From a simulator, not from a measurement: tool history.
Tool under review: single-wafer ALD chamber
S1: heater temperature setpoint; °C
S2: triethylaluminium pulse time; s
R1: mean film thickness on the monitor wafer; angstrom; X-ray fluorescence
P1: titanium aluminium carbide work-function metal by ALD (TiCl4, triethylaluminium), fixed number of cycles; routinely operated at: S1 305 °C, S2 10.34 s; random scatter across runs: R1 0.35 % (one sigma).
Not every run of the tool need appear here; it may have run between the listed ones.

run  hour   S1     S2      R1
  1   3.8  305  10.34  19.624
  2   8.4  305  10.34  19.700
  3  13.4  305  10.34  19.738
  4  16.0  305   5.28  16.997
  5  19.0  305  14.61  20.076
  6  23.8  305  10.34  19.651
     26.4  -- triethylaluminium bottle replaced
  7  28.6  282   6.78  16.486
  8  31.3  305  10.34  19.747
  9  34.0  280  10.34  17.573
 10  37.6  284  14.73  18.395
 11  41.0  324  10.34  21.205
 12  45.3  305  10.34  19.736
 13  50.0  305  10.34  19.678
 14  55.1  305  10.34  19.508
 15  60.4  305  10.34  19.435
 16  64.2  305  10.34  19.333

Forecast run 17:
 17  68.4  305  10.34   ?

{"run 17": {"R1": 19.352}}
